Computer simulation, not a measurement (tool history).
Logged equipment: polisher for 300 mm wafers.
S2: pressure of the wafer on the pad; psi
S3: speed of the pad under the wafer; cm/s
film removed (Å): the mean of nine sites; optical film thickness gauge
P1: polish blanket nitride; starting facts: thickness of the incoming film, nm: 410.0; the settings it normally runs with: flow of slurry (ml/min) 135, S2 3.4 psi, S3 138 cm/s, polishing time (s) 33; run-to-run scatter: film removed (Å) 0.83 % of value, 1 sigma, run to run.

Run 1, hour 13.5: flow of slurry (ml/min) 135, S2 3.4 psi, S3 138 cm/s, polishing time (s) 33. Result: film removed (Å) 869.83.
Run 2, hour 23.9: flow of slurry (ml/min) 135, S2 3.4 psi, S3 138 cm/s, polishing time (s) 33. Result: film removed (Å) 855.78.
Run 3, hour 34.1: flow of slurry (ml/min) 135, S2 3.4 psi, S3 92 cm/s, polishing time (s) 33. Result: film removed (Å) 632.91.
Run 4, hour 49.1: flow of slurry (ml/min) 80, S2 3.4 psi, S3 138 cm/s, polishing time (s) 21. Result: film removed (Å) 490.60.
Run 5, hour 59.0: flow of slurry (ml/min) 135, S2 3.4 psi, S3 216 cm/s, polishing time (s) 33. Result: film removed (Å) 1254.30.
Run 6, hour 70.6: flow of slurry (ml/min) 135, S2 1.8 psi, S3 92 cm/s, polishing time (s) 33. Result: film removed (Å) 335.58.
Run 7, hour 83.8: flow of slurry (ml/min) 105, S2 2.3 psi, S3 138 cm/s, polishing time (s) 33. Result: film removed (Å) 563.83.
Run 8, hour 97.5: flow of slurry (ml/min) 135, S2 3.4 psi, S3 138 cm/s, polishing time (s) 17. Result: film removed (Å) 451.58.
At hour 110.3: slurry nozzle cleaned.
Run 9, hour 111.7: flow of slurry (ml/min) 135, S2 4.8 psi, S3 138 cm/s, polishing time (s) 33. Result: film removed (Å) 1244.20.
Run 10, hour 120.5: flow of slurry (ml/min) 135, S2 1.8 psi, S3 138 cm/s, polishing time (s) 33. Result: film removed (Å) 456.59.
Run 11, hour 128.7: flow of slurry (ml/min) 80, S2 3.4 psi, S3 138 cm/s, polishing time (s) 33. Result: film removed (Å) 762.35.
Run 12, hour 143.9: flow of slurry (ml/min) 135, S2 3.4 psi, S3 138 cm/s, polishing time (s) 52. Result: film removed (Å) 1377.30.
Run 13, hour 159.1: flow of slurry (ml/min) 135, S2 3.4 psi, S3 138 cm/s, polishing time (s) 33. Result: film removed (Å) 859.44.
Run 14, hour 165.8: flow of slurry (ml/min) 170, S2 3.4 psi, S3 138 cm/s, polishing time (s) 33. Result: film removed (Å) 900.03.
Run 15, hour 176.3: flow of slurry (ml/min) 135, S2 3.4 psi, S3 138 cm/s, polishing time (s) 33. Result: film removed (Å) 880.32.
Run 16, hour 184.0: flow of slurry (ml/min) 135, S2 3.4 psi, S3 138 cm/s, polishing time (s) 33. Result: film removed (Å) 865.06.
Run 17, hour 190.9: flow of slurry (ml/min) 135, S2 3.4 psi, S3 138 cm/s, polishing time (s) 33. Result: film removed (Å) 857.33.
Run 18, hour 197.6: flow of slurry (ml/min) 135, S2 3.4 psi, S3 138 cm/s, polishing time (s) 33. Result: film removed (Å) 840.15.
Run 19, hour 211.0: flow of slurry (ml/min) 135, S2 3.4 psi, S3 138 cm/s, polishing time (s) 33. Result: film removed (Å) 825.49.
Run 20, hour 218.2: flow of slurry (ml/min) 135, S2 3.4 psi, S3 138 cm/s, polishing time (s) 33. Result: film removed (Å) 831.02.
Run 21, hour 230.8: flow of slurry (ml/min) 135, S2 3.4 psi, S3 138 cm/s, polishing time (s) 33. Result: film removed (Å) 803.51.
Run 22, hour 240.6: flow of slurry (ml/min) 135, S2 3.4 psi, S3 138 cm/s, polishing time (s) 33. Result: film removed (Å) 798.20.
Run 23, hour 254.1: flow of slurry (ml/min) 135, S2 3.4 psi, S3 138 cm/s, polishing time (s) 33. Result: film removed (Å) 778.88.
At hour 255.7: head pressure recalibrated.
Run 24, hour 260.8: flow of slurry (ml/min) 135, S2 3.4 psi, S3 138 cm/s, polishing time (s) 33. Result: film removed (Å) 788.34.
Run 25, hour 272.2: flow of slurry (ml/min) 135, S2 3.4 psi, S3 138 cm/s, polishing time (s) 33. Result: film removed (Å) 789.64.
Run 26, hour 285.3: flow of slurry (ml/min) 135, S2 3.4 psi, S3 138 cm/s, polishing time (s) 33. Result: film removed (Å) 785.38.
Run 27, hour 297.2: flow of slurry (ml/min) 135, S2 3.4 psi, S3 138 cm/s, polishing time (s) 33. Result: film removed (Å) 780.54.

The log shows P1 creeping away from where it was. Any of the 2 causes listed here, at the size stated for it, fits the log just as well as the others:
A: removal rate lost through wear of the pad, % = 10.3
B: slurry flow missing at the pad, % = 36.9
The gradual shift began around hour 184.0.
Ruled out, with reasons:
head's pressure below its setpoint, %: its service at hour 255.7 followed the start of the drift and did not put the process back to its old value

Each of the check runs listed below is run on 2 wafers and reports their average, with the results left as question marks. Pick the one under which the possible causes would lead to clearly different results.
Run check 1, hour 309.1: flow of slurry (ml/min) 135, S2 3.4 psi, S3 138 cm/s, polishing time (s) 18. Result: film removed (Å) ?.
Run check 2, hour 309.1: flow of slurry (ml/min) 135, S2 2.1 psi, S3 138 cm/s, polishing time (s) 33. Result: film removed (Å) ?.
Run check 3, hour 309.1: flow of slurry (ml/min) 135, S2 2.5 psi, S3 138 cm/s, polishing time (s) 33. Result: film removed (Å) ?.
Run check 4, hour 309.1: flow of slurry (ml/min) 90, S2 3.4 psi, S3 138 cm/s, polishing time (s) 33. Result: film removed (Å) ?.

How each check would come out, cause by cause:
  check            result    if A    if B
check 1  film removed (Å)  426.48  426.45
check 2  film removed (Å)  482.92  482.89
check 3  film removed (Å)  574.91  574.87
check 4  film removed (Å)  712.20  680.47
Per-check spread between the two closest causes, in the result where they differ most: check 1 0.01 %; check 2 0.01 %; check 3 0.01 %; check 4 4.56 %
Of the check runs offered, only check 4 discriminates between the causes; the rest would read about the same regardless of which cause applies.

Check 4 has now been run. It gave: film removed (Å) 686.16. Which of the candidate causes is it?

B is the cause: slurry flow missing at the pad, %.

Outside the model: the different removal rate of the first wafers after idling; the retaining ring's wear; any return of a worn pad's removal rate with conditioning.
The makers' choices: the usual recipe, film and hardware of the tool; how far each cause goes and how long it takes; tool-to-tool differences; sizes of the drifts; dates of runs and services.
